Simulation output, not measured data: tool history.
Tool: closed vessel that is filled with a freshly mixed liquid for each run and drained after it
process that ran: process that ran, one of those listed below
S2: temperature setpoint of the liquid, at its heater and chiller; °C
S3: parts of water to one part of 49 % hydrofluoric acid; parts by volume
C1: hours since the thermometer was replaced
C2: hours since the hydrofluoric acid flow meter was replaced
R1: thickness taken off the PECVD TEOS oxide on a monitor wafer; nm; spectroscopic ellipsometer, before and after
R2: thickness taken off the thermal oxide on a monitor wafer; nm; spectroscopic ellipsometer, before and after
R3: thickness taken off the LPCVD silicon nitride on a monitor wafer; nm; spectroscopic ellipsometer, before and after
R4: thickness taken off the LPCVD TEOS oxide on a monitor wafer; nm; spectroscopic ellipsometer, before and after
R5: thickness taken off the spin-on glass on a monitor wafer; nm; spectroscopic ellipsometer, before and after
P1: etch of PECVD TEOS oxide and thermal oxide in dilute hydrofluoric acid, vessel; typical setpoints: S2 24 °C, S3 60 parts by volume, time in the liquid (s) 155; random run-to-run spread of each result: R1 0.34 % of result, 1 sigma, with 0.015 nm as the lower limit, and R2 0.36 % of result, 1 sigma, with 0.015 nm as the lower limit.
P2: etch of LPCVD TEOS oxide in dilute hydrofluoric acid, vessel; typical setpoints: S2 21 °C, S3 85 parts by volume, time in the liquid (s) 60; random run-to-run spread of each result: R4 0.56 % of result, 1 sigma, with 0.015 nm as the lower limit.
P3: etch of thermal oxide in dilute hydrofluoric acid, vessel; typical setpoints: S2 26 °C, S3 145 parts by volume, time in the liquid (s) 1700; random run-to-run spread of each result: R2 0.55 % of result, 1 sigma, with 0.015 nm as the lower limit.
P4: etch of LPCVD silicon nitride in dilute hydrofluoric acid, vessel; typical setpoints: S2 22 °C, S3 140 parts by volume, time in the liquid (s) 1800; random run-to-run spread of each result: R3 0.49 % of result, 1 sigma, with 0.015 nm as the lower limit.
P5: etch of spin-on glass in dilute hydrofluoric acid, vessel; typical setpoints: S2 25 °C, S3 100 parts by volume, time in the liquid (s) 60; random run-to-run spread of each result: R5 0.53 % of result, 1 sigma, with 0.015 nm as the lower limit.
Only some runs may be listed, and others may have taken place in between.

Run 1, hour 8.7: process that ran P1, S2 24 °C, S3 60 parts by volume, time in the liquid (s) 155; C1 224.4; C2 1088.7. Result: R1 32.738 nm, R2 12.887 nm.
Run 2, hour 20: process that ran P1, S2 17 °C, S3 60 parts by volume, time in the liquid (s) 80; C1 235.7; C2 1100. Result: R1 12.665 nm, R2 4.9376 nm.
Run 3, hour 30.2: process that ran P1, S2 24 °C, S3 60 parts by volume, time in the liquid (s) 155; C1 245.9; C2 1110.2. Result: R1 32.812 nm, R2 12.838 nm.
Run 4, hour 39.9: process that ran P4, S2 26 °C, S3 140 parts by volume, time in the liquid (s) 1800; C1 255.6; C2 1119.9. Result: R3 6.2393 nm.
Run 5, hour 46.7: process that ran P2, S2 21 °C, S3 150 parts by volume, time in the liquid (s) 60; C1 262.4; C2 1126.7. Result: R4 6.9667 nm.
Run 6, hour 55.3: process that ran P2, S2 27.5 °C, S3 85 parts by volume, time in the liquid (s) 60; C1 271; C2 1135.3. Result: R4 17.275 nm.
Run 7, hour 61.8: process that ran P3, S2 17.5 °C, S3 145 parts by volume, time in the liquid (s) 1700; C1 277.5; C2 1141.8. Result: R2 39.466 nm.
Run 8, hour 73: process that ran P3, S2 26 °C, S3 145 parts by volume, time in the liquid (s) 1700; C1 288.7; C2 1153. Result: R2 55.735 nm.
Run 9, hour 80.9: process that ran P1, S2 24 °C, S3 90 parts by volume, time in the liquid (s) 155; C1 296.6; C2 1160.9. Result: R1 21.084 nm, R2 8.2941 nm.
Run 10, hour 89.3: process that ran P3, S2 26 °C, S3 145 parts by volume, time in the liquid (s) 2850; C1 305; C2 1169.3. Result: R2 93.308 nm.
Run 11, hour 99.1: process that ran P5, S2 25 °C, S3 100 parts by volume, time in the liquid (s) 115; C1 314.8; C2 1179.1. Result: R5 25.139 nm.
Run 12, hour 110: process that ran P1, S2 24 °C, S3 60 parts by volume, time in the liquid (s) 155; C1 325.7; C2 1190. Result: R1 33.003 nm, R2 12.91 nm.
Run 13, hour 121: process that ran P1, S2 24 °C, S3 20 parts by volume, time in the liquid (s) 155; C1 336.7; C2 1201. Result: R1 104 nm, R2 40.848 nm.
Run 14, hour 126.5: process that ran P2, S2 21 °C, S3 85 parts by volume, time in the liquid (s) 60; C1 342.2; C2 1206.5. Result: R4 13.144 nm.
Run 15, hour 132.4: process that ran P5, S2 25 °C, S3 100 parts by volume, time in the liquid (s) 60; C1 348.1; C2 1212.4. Result: R5 13.137 nm.
Run 16, hour 141.1: process that ran P4, S2 22 °C, S3 140 parts by volume, time in the liquid (s) 1800; C1 356.8; C2 1221.1. Result: R3 4.8222 nm.
Run 17, hour 149.3: process that ran P1, S2 28.5 °C, S3 60 parts by volume, time in the liquid (s) 155; C1 365; C2 1229.3. Result: R1 39.624 nm, R2 15.484 nm.
Run 18, hour 159.9: process that ran P2, S2 21 °C, S3 85 parts by volume, time in the liquid (s) 30; C1 375.6; C2 1239.9. Result: R4 6.5552 nm.
Run 19, hour 172.1: process that ran P4, S2 22 °C, S3 140 parts by volume, time in the liquid (s) 3445; C1 387.8; C2 1252.1. Result: R3 9.2424 nm.
Run 20, hour 183.2: process that ran P5, S2 25 °C, S3 175 parts by volume, time in the liquid (s) 60; C1 398.9; C2 1263.2. Result: R5 6.8439 nm.
Run 21, hour 192.5: process that ran P3, S2 26 °C, S3 40 parts by volume, time in the liquid (s) 1700; C1 408.2; C2 1272.5. Result: R2 230.64 nm.
Run 22, hour 199.9: process that ran P1, S2 24 °C, S3 60 parts by volume, time in the liquid (s) 230; C1 415.6; C2 1279.9. Result: R1 49.146 nm, R2 19.132 nm.
Run 23, hour 206.5: process that ran P5, S2 31.5 °C, S3 100 parts by volume, time in the liquid (s) 60; C1 422.2; C2 1286.5. Result: R5 16.728 nm.
At hour 211.1: hydrofluoric acid flow meter replaced.
Run 24, hour 216: process that ran P1, S2 24 °C, S3 60 parts by volume, time in the liquid (s) 155; C1 431.7; C2 5. Result: R1 32.933 nm, R2 12.797 nm.
Run 25, hour 227.8: process that ran P1, S2 24 °C, S3 60 parts by volume, time in the liquid (s) 70; C1 443.5; C2 16.8. Result: R1 14.867 nm, R2 5.7865 nm.
Run 26, hour 236.2: process that ran P1, S2 24 °C, S3 60 parts by volume, time in the liquid (s) 155; C1 451.9; C2 25.2. Result: R1 32.911 nm, R2 12.881 nm.
Run 27, hour 241.7: process that ran P1, S2 18 °C, S3 60 parts by volume, time in the liquid (s) 155; C1 457.4; C2 30.7. Result: R1 25.665 nm, R2 10.073 nm.
Run 28, hour 248: process that ran P4, S2 22 °C, S3 245 parts by volume, time in the liquid (s) 1800; C1 463.7; C2 37. Result: R3 2.7863 nm.
Run 29, hour 260.1: process that ran P1, S2 24 °C, S3 60 parts by volume, time in the liquid (s) 155; C1 475.8; C2 49.1. Result: R1 32.92 nm, R2 12.883 nm.
Run 30, hour 265.7: process that ran P1, S2 24 °C, S3 60 parts by volume, time in the liquid (s) 155; C1 481.4; C2 54.7. Result: R1 33.002 nm, R2 12.918 nm.
Run 31, hour 277.4: process that ran P1, S2 24 °C, S3 60 parts by volume, time in the liquid (s) 155; C1 493.1; C2 66.4. Result: R1 34.124 nm, R2 13.336 nm.
Run 32, hour 289.2: process that ran P1, S2 24 °C, S3 60 parts by volume, time in the liquid (s) 155; C1 504.9; C2 78.2. Result: R1 34.508 nm, R2 13.627 nm.
Run 33, hour 299.7: process that ran P1, S2 24 °C, S3 60 parts by volume, time in the liquid (s) 155; C1 515.4; C2 88.7. Result: R1 34.91 nm, R2 13.767 nm.
Run 34, hour 305: process that ran P1, S2 24 °C, S3 60 parts by volume, time in the liquid (s) 155; C1 520.7; C2 94. Result: R1 35.15 nm, R2 13.817 nm.
Run 35, hour 311.1: process that ran P1, S2 24 °C, S3 60 parts by volume, time in the liquid (s) 155; C1 526.8; C2 100.1. Result: R1 35.219 nm, R2 13.895 nm.
Run 36, hour 321.1: process that ran P1, S2 24 °C, S3 60 parts by volume, time in the liquid (s) 155; C1 536.8; C2 110.1. Result: R1 35.424 nm, R2 13.773 nm.
Run 37, hour 327.9: process that ran P1, S2 24 °C, S3 60 parts by volume, time in the liquid (s) 155; C1 543.6; C2 116.9. Result: R1 35.73 nm, R2 13.874 nm.
Run 38, hour 337.1: process that ran P1, S2 24 °C, S3 60 parts by volume, time in the liquid (s) 155; C1 552.8; C2 126.1. Result: R1 35.598 nm, R2 13.926 nm.
Run 39, hour 344.3: process that ran P1, S2 24 °C, S3 60 parts by volume, time in the liquid (s) 155; C1 560; C2 133.3. Result: R1 35.57 nm, R2 13.864 nm.

The output of P1 has drifted from where it used to be. Each of the 2 causes below, taken at the size shown beside it, accounts for the log equally well:
A: hydrofluoric acid flow above the setpoint (%) = 7.34
B: liquid hotter than its thermometer reads (K) = 1.89
The onset of the drift is placed at about hour 265.7.

4 check runs are offered, one wafer each, their results left as question marks. Which one tells the causes apart?
Run check 1, hour 351.5: process that ran P5, S2 29.5 °C, S3 100 parts by volume, time in the liquid (s) 100. Result: R5 ?.
Run check 2, hour 351.5: process that ran P3, S2 22.5 °C, S3 95 parts by volume, time in the liquid (s) 1700. Result: R2 ?.
Run check 3, hour 351.5: process that ran P2, S2 25.5 °C, S3 115 parts by volume, time in the liquid (s) 60. Result: R4 ?.
Run check 4, hour 351.5: process that ran P4, S2 22 °C, S3 140 parts by volume, time in the liquid (s) 3185. Result: R3 ?.

What every check run would give for each of its results, assuming each possible cause in turn:
  check  result    if A    if B
check 1      R5  28.161  27.884
check 2      R2   85.32  85.051
check 3      R4  12.191   12.09
check 4      R3  9.1871  9.6973
How far apart the two closest causes lie, in the result that separates them most: check 1 0.99 %; check 2 0.31 %; check 3 0.83 %; check 4 5.4 %
Of the check runs offered, only check 4 discriminates between the causes; the rest would read about the same regardless of which cause applies.

After running check 4, the following was obtained: R3 9.1894 nm. Which cause does this point to?

The correct cause is A, namely: hydrofluoric acid flow above the setpoint (%).
